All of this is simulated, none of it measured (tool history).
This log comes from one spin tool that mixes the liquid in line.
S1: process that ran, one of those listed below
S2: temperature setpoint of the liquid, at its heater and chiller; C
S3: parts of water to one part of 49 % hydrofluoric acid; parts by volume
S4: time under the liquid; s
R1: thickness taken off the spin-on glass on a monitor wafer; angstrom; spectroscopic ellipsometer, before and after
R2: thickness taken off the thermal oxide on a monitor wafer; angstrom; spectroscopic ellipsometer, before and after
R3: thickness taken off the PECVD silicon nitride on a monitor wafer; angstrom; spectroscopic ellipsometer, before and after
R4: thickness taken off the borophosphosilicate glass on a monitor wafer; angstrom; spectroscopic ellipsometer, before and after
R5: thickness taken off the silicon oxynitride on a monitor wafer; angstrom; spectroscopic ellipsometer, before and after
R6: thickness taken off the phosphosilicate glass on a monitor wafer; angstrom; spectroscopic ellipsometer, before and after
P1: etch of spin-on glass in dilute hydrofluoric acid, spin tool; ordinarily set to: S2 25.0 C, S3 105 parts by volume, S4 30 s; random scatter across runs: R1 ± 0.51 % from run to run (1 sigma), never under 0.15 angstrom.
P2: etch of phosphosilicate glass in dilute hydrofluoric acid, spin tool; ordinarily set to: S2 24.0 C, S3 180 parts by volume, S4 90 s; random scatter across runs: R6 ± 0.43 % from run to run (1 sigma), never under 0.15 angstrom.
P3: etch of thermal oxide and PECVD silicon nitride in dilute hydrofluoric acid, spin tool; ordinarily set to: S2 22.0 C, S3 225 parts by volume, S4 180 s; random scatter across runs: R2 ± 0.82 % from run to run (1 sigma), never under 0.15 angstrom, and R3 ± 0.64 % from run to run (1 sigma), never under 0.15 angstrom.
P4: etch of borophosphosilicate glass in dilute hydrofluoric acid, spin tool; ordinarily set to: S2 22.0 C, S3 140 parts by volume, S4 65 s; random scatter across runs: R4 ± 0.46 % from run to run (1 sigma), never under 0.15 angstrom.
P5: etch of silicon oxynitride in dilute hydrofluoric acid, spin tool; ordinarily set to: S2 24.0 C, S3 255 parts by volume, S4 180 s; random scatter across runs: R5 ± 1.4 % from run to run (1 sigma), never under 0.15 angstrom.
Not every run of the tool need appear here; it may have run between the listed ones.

run,hour,S1,S2,S3,S4,R1,R2,R3,R4,R5,R6
1,10.9,P1,25.0,105,30,110.260,,,,,
2,22.4,P3,22.0,225,15,,2.5815,3.0764,,,
3,30.2,P1,25.0,105,30,110.310,,,,,
4,39.5,P1,20.0,105,30,90.364,,,,,
5,47.6,P4,17.0,140,65,,,,149.410,,
6,54.1,P4,22.0,140,65,,,,181.680,,
7,63.3,P1,25.0,30,30,425.790,,,,,
8,69.2,P1,25.0,105,30,110.580,,,,,
9,81.1,P4,22.0,45,65,,,,640.270,,
10,89.2,P1,25.0,105,30,110.060,,,,,
11,95.0,P5,24.0,255,180,,,,,18.380,
12,104.9,P3,22.0,55,180,,152.4700,142.2700,,,
13,113.0,P5,24.0,255,270,,,,,28.496,
14,121.8,P1,25.0,180,30,59.176,,,,,
15,128.2,P1,32.5,105,45,219.510,,,,,
16,134.3,P3,22.0,225,180,,30.4690,36.0310,,,
17,142.8,P3,22.0,225,180,,31.3240,35.9220,,,
18,149.7,P2,24.0,180,40,,,,,,219.43
19,156.3,P1,25.0,105,60,219.390,,,,,
20,164.8,P4,22.0,140,20,,,,55.897,,
21,171.3,P2,24.0,180,90,,,,,,495.37
22,179.7,P3,30.0,225,180,,41.3960,58.0500,,,
23,186.3,P5,17.0,255,180,,,,,13.933,
24,193.8,P5,24.0,60,180,,,,,91.513,
25,205.5,P1,25.0,35,45,542.860,,,,,
26,216.6,P2,24.0,180,90,,,,,,494.86
27,225.6,P2,24.0,295,90,,,,,,265.96
# hour 230.3: thermometer replaced
28,237.7,P4,22.0,140,65,,,,182.590,,
# hour 245.7: hydrofluoric acid flow meter replaced
29,249.9,P1,25.0,105,15,54.878,,,,,
30,256.2,P1,25.0,105,30,111.200,,,,,
31,263.9,P1,25.0,155,15,35.270,,,,,
32,270.6,P1,31.0,105,30,137.870,,,,,
33,279.7,P2,29.5,180,90,,,,,,608.05
34,286.9,P1,25.0,105,30,111.040,,,,,
35,292.7,P1,25.0,105,30,106.750,,,,,
36,300.9,P1,25.0,105,30,104.360,,,,,
37,308.0,P1,25.0,105,30,102.550,,,,,
38,313.6,P1,25.0,105,30,101.520,,,,,
39,320.0,P1,25.0,105,30,100.060,,,,,
40,331.1,P1,25.0,105,30,100.480,,,,,
41,342.3,P1,25.0,105,30,100.870,,,,,

P1 has crept away from where it was. The log is fitted equally well by each of these 2 causes, at the sizes shown:
A: hydrofluoric acid flow below the setpoint (%) = 8
B: liquid colder than its thermometer reads (K) = 2.4
The gradual shift began around hour 286.9.

Each of the 4 check runs below uses one wafer; its results are left as question marks. Which run tells the causes apart?
check 1,353.5,P3,22.0,225,180,,?,?,,,
check 2,353.5,P4,22.0,140,65,,,,?,,
check 3,353.5,P5,24.0,255,180,,,,,?,
check 4,353.5,P2,24.0,180,90,,,,,,?

What each check would give under each cause:
check,result,if A,if B
check 1,R2,27.8710,28.2150
check 1,R3,33.0960,30.7580
check 2,R4,165.810,166.040
check 3,R5,16.957,16.848
check 4,R6,447.85,452.08
Separation of the two closest causes in each check, using whichever result separates them best: check 1 7.33 %; check 2 0.13 %; check 3 0.64 %; check 4 0.94 %
Of the check runs offered, only check 1 discriminates between the causes; the rest would read about the same regardless of which cause applies.

The results of check 1 are: R2 28.1200 angstrom; R3 30.4320 angstrom. Based on these, which of the listed causes is it?

B is the cause: liquid colder than its thermometer reads (K).
